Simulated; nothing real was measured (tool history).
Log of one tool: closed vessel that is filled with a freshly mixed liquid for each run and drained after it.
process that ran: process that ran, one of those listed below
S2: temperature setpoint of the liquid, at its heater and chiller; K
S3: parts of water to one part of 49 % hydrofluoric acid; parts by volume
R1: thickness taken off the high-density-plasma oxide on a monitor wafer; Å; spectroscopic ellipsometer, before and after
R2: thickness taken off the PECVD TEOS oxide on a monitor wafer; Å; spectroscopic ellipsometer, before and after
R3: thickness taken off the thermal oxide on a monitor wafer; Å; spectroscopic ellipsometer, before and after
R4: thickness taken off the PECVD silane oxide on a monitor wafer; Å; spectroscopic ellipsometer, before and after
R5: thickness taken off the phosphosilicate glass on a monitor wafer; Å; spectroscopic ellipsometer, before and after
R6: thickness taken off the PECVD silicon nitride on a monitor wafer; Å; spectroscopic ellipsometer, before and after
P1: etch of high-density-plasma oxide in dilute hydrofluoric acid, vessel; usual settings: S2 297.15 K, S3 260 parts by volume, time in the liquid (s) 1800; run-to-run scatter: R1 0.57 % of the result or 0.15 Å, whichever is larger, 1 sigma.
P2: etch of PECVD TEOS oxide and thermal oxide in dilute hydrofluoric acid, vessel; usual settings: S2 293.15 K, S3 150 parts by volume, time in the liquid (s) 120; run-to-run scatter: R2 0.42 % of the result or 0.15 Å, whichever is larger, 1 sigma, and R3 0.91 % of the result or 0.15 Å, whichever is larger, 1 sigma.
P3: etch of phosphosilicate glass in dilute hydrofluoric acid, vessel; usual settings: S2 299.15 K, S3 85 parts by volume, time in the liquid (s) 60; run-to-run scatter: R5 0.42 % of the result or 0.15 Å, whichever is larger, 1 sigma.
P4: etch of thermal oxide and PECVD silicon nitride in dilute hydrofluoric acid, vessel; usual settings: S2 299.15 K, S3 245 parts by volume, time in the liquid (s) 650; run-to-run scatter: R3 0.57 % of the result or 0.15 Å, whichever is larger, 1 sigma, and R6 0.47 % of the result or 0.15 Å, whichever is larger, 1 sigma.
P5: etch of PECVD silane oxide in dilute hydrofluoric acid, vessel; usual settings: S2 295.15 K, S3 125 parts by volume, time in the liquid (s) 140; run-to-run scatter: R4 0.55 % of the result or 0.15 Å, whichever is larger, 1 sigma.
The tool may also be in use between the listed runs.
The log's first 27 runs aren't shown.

{"run": 28, "hour": 235.6, "process that ran": "P5", "S2": 290.65, "S3": 125, "time in the liquid (s)": 140, "R4": 121.72}
{"run": 29, "hour": 244.6, "process that ran": "P1", "S2": 297.15, "S3": 260, "time in the liquid (s)": 1800, "R1": 298.72}
{"run": 30, "hour": 256.7, "process that ran": "P3", "S2": 307.15, "S3": 85, "time in the liquid (s)": 60, "R5": 1574.9}
{"run": 31, "hour": 264.9, "process that ran": "P1", "S2": 297.15, "S3": 140, "time in the liquid (s)": 2575, "R1": 900.93}
{"run": 32, "hour": 276.5, "process that ran": "P3", "S2": 299.15, "S3": 85, "time in the liquid (s)": 30, "R5": 582.86}
{"run": 33, "hour": 285.4, "process that ran": "P4", "S2": 291.15, "S3": 245, "time in the liquid (s)": 650, "R3": 87.724, "R6": 30.475}
{"run": 34, "hour": 297.6, "process that ran": "P1", "S2": 297.15, "S3": 260, "time in the liquid (s)": 1800, "R1": 298.74}
{"run": 35, "hour": 308.1, "process that ran": "P1", "S2": 297.15, "S3": 260, "time in the liquid (s)": 1800, "R1": 298.49}
{"run": 36, "hour": 315.9, "process that ran": "P1", "S2": 297.15, "S3": 260, "time in the liquid (s)": 1800, "R1": 308.95}
{"run": 37, "hour": 325.5, "process that ran": "P1", "S2": 297.15, "S3": 260, "time in the liquid (s)": 1800, "R1": 311.49}
{"run": 38, "hour": 332.4, "process that ran": "P1", "S2": 297.15, "S3": 260, "time in the liquid (s)": 1800, "R1": 312.38}
{"run": 39, "hour": 344.5, "process that ran": "P1", "S2": 297.15, "S3": 260, "time in the liquid (s)": 1800, "R1": 318.81}
{"run": 40, "hour": 351.8, "process that ran": "P1", "S2": 297.15, "S3": 260, "time in the liquid (s)": 1800, "R1": 318.56}

The next listed run, before its measurement:
{"run": 41, "hour": 360.7, "process that ran": "P1", "S2": 297.15, "S3": 260, "time in the liquid (s)": 1800, "R1": "?"}

R1: 318.92 Å
